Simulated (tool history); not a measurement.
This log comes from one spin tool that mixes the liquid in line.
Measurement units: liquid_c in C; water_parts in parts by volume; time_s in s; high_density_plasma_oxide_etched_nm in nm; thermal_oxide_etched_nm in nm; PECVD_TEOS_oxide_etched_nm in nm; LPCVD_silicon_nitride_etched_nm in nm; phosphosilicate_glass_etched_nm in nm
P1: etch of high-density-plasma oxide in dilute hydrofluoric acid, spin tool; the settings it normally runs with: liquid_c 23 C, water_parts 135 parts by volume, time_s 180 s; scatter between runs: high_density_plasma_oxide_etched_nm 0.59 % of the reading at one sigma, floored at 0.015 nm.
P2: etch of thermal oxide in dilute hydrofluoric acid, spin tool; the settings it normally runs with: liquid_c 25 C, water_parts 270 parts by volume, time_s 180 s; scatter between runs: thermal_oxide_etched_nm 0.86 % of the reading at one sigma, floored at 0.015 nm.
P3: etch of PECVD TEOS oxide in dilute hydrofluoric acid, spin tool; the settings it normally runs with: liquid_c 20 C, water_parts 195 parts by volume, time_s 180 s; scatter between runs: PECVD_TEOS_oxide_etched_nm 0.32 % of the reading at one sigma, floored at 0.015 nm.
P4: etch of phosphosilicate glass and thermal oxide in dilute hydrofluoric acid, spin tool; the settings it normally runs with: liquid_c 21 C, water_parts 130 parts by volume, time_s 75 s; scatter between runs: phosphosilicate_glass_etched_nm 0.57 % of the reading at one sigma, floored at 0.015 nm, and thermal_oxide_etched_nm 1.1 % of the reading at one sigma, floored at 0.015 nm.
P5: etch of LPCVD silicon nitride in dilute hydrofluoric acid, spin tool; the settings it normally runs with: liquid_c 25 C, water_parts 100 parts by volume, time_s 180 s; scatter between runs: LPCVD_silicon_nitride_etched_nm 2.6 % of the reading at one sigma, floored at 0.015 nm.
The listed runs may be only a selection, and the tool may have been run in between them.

run,hour,process,liquid_c,water_parts,time_s,hours since the thermometer was replaced,hours since the hydrofluoric acid flow meter was replaced,high_density_plasma_oxide_etched_nm,thermal_oxide_etched_nm,PECVD_TEOS_oxide_etched_nm,LPCVD_silicon_nitride_etched_nm,phosphosilicate_glass_etched_nm
1,2.4,P1,23,135,180,649.6,415.4,6.3698,,,,
2,6.0,P2,18,270,180,653.2,419.0,,2.14660,,,
3,10.2,P1,23,135,180,657.4,423.2,6.3584,,,,
4,14.2,P2,25,270,180,661.4,427.2,,2.66720,,,
5,18.6,P2,25,270,20,665.8,431.6,,0.29513,,,
6,22.5,P3,20,195,15,669.7,435.5,,,1.0535,,
7,27.1,P5,25,100,180,674.3,440.1,,,,0.89421,
8,29.9,P4,21,130,75,677.1,442.9,,2.38650,,,47.3350
9,33.8,P1,23,135,35,681.0,446.8,1.2366,,,,
10,38.1,P1,23,135,290,685.3,451.1,10.2780,,,,
11,40.2,P1,23,135,180,687.4,453.2,6.3075,,,,
12,44.9,P1,17,135,95,692.1,457.9,2.6265,,,,
13,47.5,P1,19,135,180,694.7,460.5,5.3699,,,,
14,49.7,P1,30,135,180,696.9,462.7,8.2593,,,,
15,51.9,P3,20,355,180,699.1,464.9,,,5.8990,,
16,55.6,P3,17,195,180,702.8,468.6,,,11.0500,,
17,58.8,P4,21,200,75,706.0,471.8,,1.44150,,,28.5760
18,62.5,P5,25,45,180,709.7,475.5,,,,1.85170,
19,65.6,P5,25,100,180,712.8,478.6,,,,0.87064,
20,69.1,P3,20,195,180,716.3,482.1,,,12.4750,,
21,73.1,P1,17,185,180,720.3,486.1,3.4730,,,,
22,77.3,P4,21,130,15,724.5,490.3,,0.47809,,,9.3334
23,79.7,P2,25,75,180,726.9,492.7,,12.17400,,,
24,83.5,P5,17,100,180,730.7,496.5,,,,0.52207,
25,86.4,P1,23,65,180,733.6,499.4,14.1130,,,,
26,89.9,P1,23,135,180,737.1,502.9,6.3734,,,,
27,93.0,P1,23,135,180,740.2,506.0,6.3318,,,,
28,96.3,P5,25,100,95,743.5,509.3,,,,0.47470,
29,98.4,P4,28,130,75,745.6,511.4,,3.21870,,,61.7140
30,102.7,P1,23,235,180,749.9,515.7,3.3170,,,,
31,106.3,P1,23,135,180,753.5,519.3,6.3057,,,,
32,109.1,P1,23,135,180,756.3,522.1,6.0934,,,,
33,112.7,P1,23,135,180,759.9,525.7,6.0068,,,,
34,116.7,P1,23,135,180,763.9,529.7,5.8671,,,,
35,120.0,P1,23,135,180,767.2,533.0,5.8583,,,,
36,123.1,P1,23,135,180,770.3,536.1,5.7579,,,,
37,125.6,P1,23,135,180,772.8,538.6,5.7697,,,,
38,128.7,P1,23,135,180,775.9,541.7,5.7871,,,,
39,131.3,P1,23,135,180,778.5,544.3,5.7839,,,,

Something has made what P1 gives creep away from where it was; the 2 causes below, each at its own stated size, fit the log equally well:
A: hydrofluoric acid flow below the setpoint (%) = 7.94
B: liquid colder than its thermometer reads (K) = 2.43
Creep in the process output first set in at about hour 106.3.

Which of the 4 check runs listed below, each an average over 5 wafers with its results shown as question marks, gives clearly different results under the different listed causes?
check 1,133.9,P5,17.5,45,180,,,,,,?,
check 2,133.9,P4,24.5,130,30,,,,?,,,?
check 3,133.9,P3,17.0,195,180,,,,,?,,
check 4,133.9,P2,25.0,90,90,,,,?,,,

What each check would give under each cause:
check,result,if A,if B
check 1,LPCVD_silicon_nitride_etched_nm,1.06550,0.97005
check 2,thermal_oxide_etched_nm,1.00890,1.01000
check 2,phosphosilicate_glass_etched_nm,19.6360,19.6570
check 3,PECVD_TEOS_oxide_etched_nm,9.9899,9.9863
check 4,thermal_oxide_etched_nm,4.54010,4.51920
Gap, in per cent, between the two causes that each check separates least, read from the result that separates them most: check 1 9.39 %; check 2 0.11 %; check 3 0.04 %; check 4 0.46 %
Only in check 1 would the causes give clearly different results; in the remaining checks their results would be nearly the same.

Check 1 was then run and gave: LPCVD_silicon_nitride_etched_nm 1.04620 nm. Which cause is it?

The cause is A: hydrofluoric acid flow below the setpoint (%).

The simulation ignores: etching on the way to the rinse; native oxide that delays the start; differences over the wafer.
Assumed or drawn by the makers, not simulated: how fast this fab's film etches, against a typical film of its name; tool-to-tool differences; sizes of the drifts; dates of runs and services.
